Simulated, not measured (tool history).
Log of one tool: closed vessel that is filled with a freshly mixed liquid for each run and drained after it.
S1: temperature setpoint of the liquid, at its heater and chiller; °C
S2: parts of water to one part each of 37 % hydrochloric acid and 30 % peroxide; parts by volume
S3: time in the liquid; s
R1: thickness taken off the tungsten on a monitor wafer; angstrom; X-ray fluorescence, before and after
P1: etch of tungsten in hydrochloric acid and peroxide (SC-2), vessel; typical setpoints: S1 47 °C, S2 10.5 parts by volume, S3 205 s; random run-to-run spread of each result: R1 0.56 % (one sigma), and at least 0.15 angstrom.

Run 1, hour 13.6: S1 47 °C, S2 10.5 parts by volume, S3 205 s. Result: R1 351.65 angstrom.
Run 2, hour 26.7: S1 47 °C, S2 10.5 parts by volume, S3 385 s. Result: R1 650.61 angstrom.
Run 3, hour 39.8: S1 47 °C, S2 19 parts by volume, S3 205 s. Result: R1 206.39 angstrom.
Run 4, hour 49.4: S1 64 °C, S2 10.5 parts by volume, S3 205 s. Result: R1 1034.4 angstrom.
Run 5, hour 56.8: S1 47 °C, S2 10.5 parts by volume, S3 205 s. Result: R1 347.01 angstrom.
Run 6, hour 65.7: S1 47 °C, S2 10.5 parts by volume, S3 205 s. Result: R1 346.14 angstrom.
Run 7, hour 77.7: S1 47 °C, S2 10.5 parts by volume, S3 205 s. Result: R1 345.98 angstrom.
At hour 87.1: new drum of peroxide connected.
Run 8, hour 90: S1 47 °C, S2 10.5 parts by volume, S3 50 s. Result: R1 84.9 angstrom.
Run 9, hour 100.9: S1 47 °C, S2 10.5 parts by volume, S3 205 s. Result: R1 347.01 angstrom.
Run 10, hour 110.1: S1 54 °C, S2 10.5 parts by volume, S3 335 s. Result: R1 907.27 angstrom.
At hour 118.8: thermometer replaced.
Run 11, hour 122.8: S1 47 °C, S2 4 parts by volume, S3 205 s. Result: R1 719.66 angstrom.
Run 12, hour 129.2: S1 35 °C, S2 10.5 parts by volume, S3 205 s. Result: R1 148.01 angstrom.
Run 13, hour 138.8: S1 47 °C, S2 10.5 parts by volume, S3 205 s. Result: R1 344.97 angstrom.
Run 14, hour 145.3: S1 47 °C, S2 10.5 parts by volume, S3 205 s. Result: R1 356.53 angstrom.
Run 15, hour 153.7: S1 47 °C, S2 10.5 parts by volume, S3 205 s. Result: R1 363.67 angstrom.
Run 16, hour 164.7: S1 47 °C, S2 10.5 parts by volume, S3 205 s. Result: R1 369.53 angstrom.
Run 17, hour 176.6: S1 47 °C, S2 10.5 parts by volume, S3 205 s. Result: R1 373.41 angstrom.
Run 18, hour 187.3: S1 47 °C, S2 10.5 parts by volume, S3 205 s. Result: R1 374.02 angstrom.

What will run 19 give?
Run 19, hour 199.1: S1 47 °C, S2 10.5 parts by volume, S3 205 s. Result: R1 ?.

{"run 19": {"R1": 371.54}}
